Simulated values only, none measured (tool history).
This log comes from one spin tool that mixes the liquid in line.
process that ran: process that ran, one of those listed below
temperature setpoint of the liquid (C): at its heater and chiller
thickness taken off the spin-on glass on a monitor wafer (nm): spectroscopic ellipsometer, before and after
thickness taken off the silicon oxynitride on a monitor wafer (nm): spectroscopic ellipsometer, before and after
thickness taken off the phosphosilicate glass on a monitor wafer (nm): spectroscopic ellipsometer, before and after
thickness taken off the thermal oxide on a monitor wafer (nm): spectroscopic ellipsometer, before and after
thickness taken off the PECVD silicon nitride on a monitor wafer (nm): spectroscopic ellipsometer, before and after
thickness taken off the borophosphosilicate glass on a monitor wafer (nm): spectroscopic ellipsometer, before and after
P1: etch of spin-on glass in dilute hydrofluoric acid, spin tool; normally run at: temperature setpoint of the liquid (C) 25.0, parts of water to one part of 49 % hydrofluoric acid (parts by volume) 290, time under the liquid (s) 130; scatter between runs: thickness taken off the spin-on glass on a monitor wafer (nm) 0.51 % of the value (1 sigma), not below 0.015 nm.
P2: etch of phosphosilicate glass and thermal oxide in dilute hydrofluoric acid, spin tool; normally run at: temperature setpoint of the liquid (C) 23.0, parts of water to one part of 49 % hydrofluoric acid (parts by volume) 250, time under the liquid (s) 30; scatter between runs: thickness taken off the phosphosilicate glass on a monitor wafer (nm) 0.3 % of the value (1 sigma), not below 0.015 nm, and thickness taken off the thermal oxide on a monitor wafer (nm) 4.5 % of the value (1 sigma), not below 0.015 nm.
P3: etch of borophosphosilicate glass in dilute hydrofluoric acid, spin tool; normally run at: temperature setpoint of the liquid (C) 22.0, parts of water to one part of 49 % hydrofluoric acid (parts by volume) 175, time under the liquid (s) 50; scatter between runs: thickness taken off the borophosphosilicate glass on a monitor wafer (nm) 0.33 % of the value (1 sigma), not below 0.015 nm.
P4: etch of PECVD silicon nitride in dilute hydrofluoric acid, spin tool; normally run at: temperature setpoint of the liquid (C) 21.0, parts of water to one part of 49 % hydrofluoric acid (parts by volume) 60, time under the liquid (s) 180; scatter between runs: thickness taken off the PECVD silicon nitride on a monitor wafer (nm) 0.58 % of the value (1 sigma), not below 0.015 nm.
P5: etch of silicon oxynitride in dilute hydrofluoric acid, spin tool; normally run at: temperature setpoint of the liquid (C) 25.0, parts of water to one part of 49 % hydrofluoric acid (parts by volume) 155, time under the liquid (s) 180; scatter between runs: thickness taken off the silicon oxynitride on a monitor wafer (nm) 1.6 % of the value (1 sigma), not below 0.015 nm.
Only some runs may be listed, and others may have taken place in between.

| run | hour | process that ran | temperature setpoint of the liquid (C) | parts of water to one part of 49 % hydrofluoric acid (parts by volume) | time under the liquid (s) | thickness taken off the spin-on glass on a monitor wafer (nm) | thickness taken off the silicon oxynitride on a monitor wafer (nm) | thickness taken off the phosphosilicate glass on a monitor wafer (nm) | thickness taken off the thermal oxide on a monitor wafer (nm) | thickness taken off the PECVD silicon nitride on a monitor wafer (nm) | thickness taken off the borophosphosilicate glass on a monitor wafer (nm) |
|---|---|---|---|---|---|---|---|---|---|---|---|
| 1 | 15.2 | P1 | 25.0 | 290 | 130 | 14.3010 |  |  |  |  |  |
| 2 | 23.1 | P5 | 25.0 | 155 | 180 |  | 1.68830 |  |  |  |  |
| 3 | 33.7 | P2 | 23.0 | 115 | 30 |  |  | 25.7000 | 1.18670 |  |  |
| 4 | 47.6 | P4 | 21.0 | 60 | 180 |  |  |  |  | 11.0070 |  |
| 5 | 62.6 | P1 | 25.0 | 290 | 130 | 14.2060 |  |  |  |  |  |
| 6 | 74.9 | P3 | 29.0 | 175 | 50 |  |  |  |  |  | 20.104 |
| 7 | 85.5 | P1 | 25.0 | 290 | 130 | 14.2240 |  |  |  |  |  |
| 8 | 101.1 | P1 | 25.0 | 415 | 40 | 2.7439 |  |  |  |  |  |
| 9 | 109.7 | P1 | 25.0 | 400 | 130 | 9.3931 |  |  |  |  |  |
| 10 | 119.6 | P1 | 25.0 | 290 | 130 | 14.2330 |  |  |  |  |  |
| 11 | 127.1 | P4 | 21.0 | 60 | 355 |  |  |  |  | 21.7240 |  |
| 12 | 143.0 | P4 | 17.0 | 60 | 180 |  |  |  |  | 8.3705 |  |
| 13 | 152.4 | P3 | 22.0 | 175 | 75 |  |  |  |  |  | 23.155 |
| 14 | 161.0 | P1 | 25.0 | 95 | 130 | 54.3410 |  |  |  |  |  |
| 15 | 172.4 | P5 | 25.0 | 155 | 180 |  | 1.72110 |  |  |  |  |
| 16 | 180.8 | P1 | 31.0 | 290 | 130 | 17.4540 |  |  |  |  |  |
| 17 | 189.3 | P2 | 23.0 | 250 | 60 |  |  | 20.4050 | 0.85855 |  |  |
| 18 | 203.5 | P1 | 25.0 | 290 | 130 | 14.3210 |  |  |  |  |  |
| 19 | 212.8 | P3 | 22.0 | 100 | 50 |  |  |  |  |  | 29.561 |
| 20 | 225.2 | P3 | 22.0 | 175 | 50 |  |  |  |  |  | 15.456 |
| 21 | 233.4 | P5 | 25.0 | 280 | 180 |  | 0.80449 |  |  |  |  |
| 22 | 247.0 | P1 | 20.5 | 290 | 130 | 12.2010 |  |  |  |  |  |
| 23 | 256.9 | P1 | 25.0 | 290 | 130 | 14.4040 |  |  |  |  |  |
| 24 | 266.6 | P5 | 25.0 | 155 | 100 |  | 0.92878 |  |  |  |  |
| 25 | 278.2 | P1 | 25.0 | 290 | 245 | 26.9700 |  |  |  |  |  |
| 26 | 289.4 | P2 | 23.0 | 250 | 30 |  |  | 10.2590 | 0.43621 |  |  |
| 27 | 296.8 | P4 | 21.0 | 30 | 180 |  |  |  |  | 21.5270 |  |
| 28 | 305.8 | P1 | 17.0 | 85 | 130 | 44.1750 |  |  |  |  |  |
| 29 | 313.4 | P1 | 25.0 | 290 | 60 | 6.5691 |  |  |  |  |  |
| 30 | 328.2 | P5 | 18.5 | 155 | 180 |  | 1.19820 |  |  |  |  |
| 31 | 343.3 | P4 | 21.0 | 60 | 180 |  |  |  |  | 10.9730 |  |
| 32 | 359.8 | P2 | 17.0 | 250 | 30 |  |  | 8.1197 | 0.35018 |  |  |
| 33 | 373.2 | P1 | 25.0 | 290 | 130 | 14.2850 |  |  |  |  |  |
| 34 | 386.0 | P1 | 25.0 | 290 | 130 | 14.7610 |  |  |  |  |  |
| 35 | 398.1 | P1 | 25.0 | 290 | 130 | 14.9390 |  |  |  |  |  |
| 36 | 413.3 | P1 | 25.0 | 290 | 130 | 15.0370 |  |  |  |  |  |
| 37 | 421.9 | P1 | 25.0 | 290 | 130 | 15.1780 |  |  |  |  |  |
| 38 | 434.8 | P1 | 25.0 | 290 | 130 | 15.3540 |  |  |  |  |  |

Run 39 has not been measured yet. What should we expect?
| 39 | 450.7 | P1 | 25.0 | 290 | 130 | ? |  |  |  |  |  |

Logged for run 39: thickness taken off the spin-on glass on a monitor wafer (nm) 15.2680.
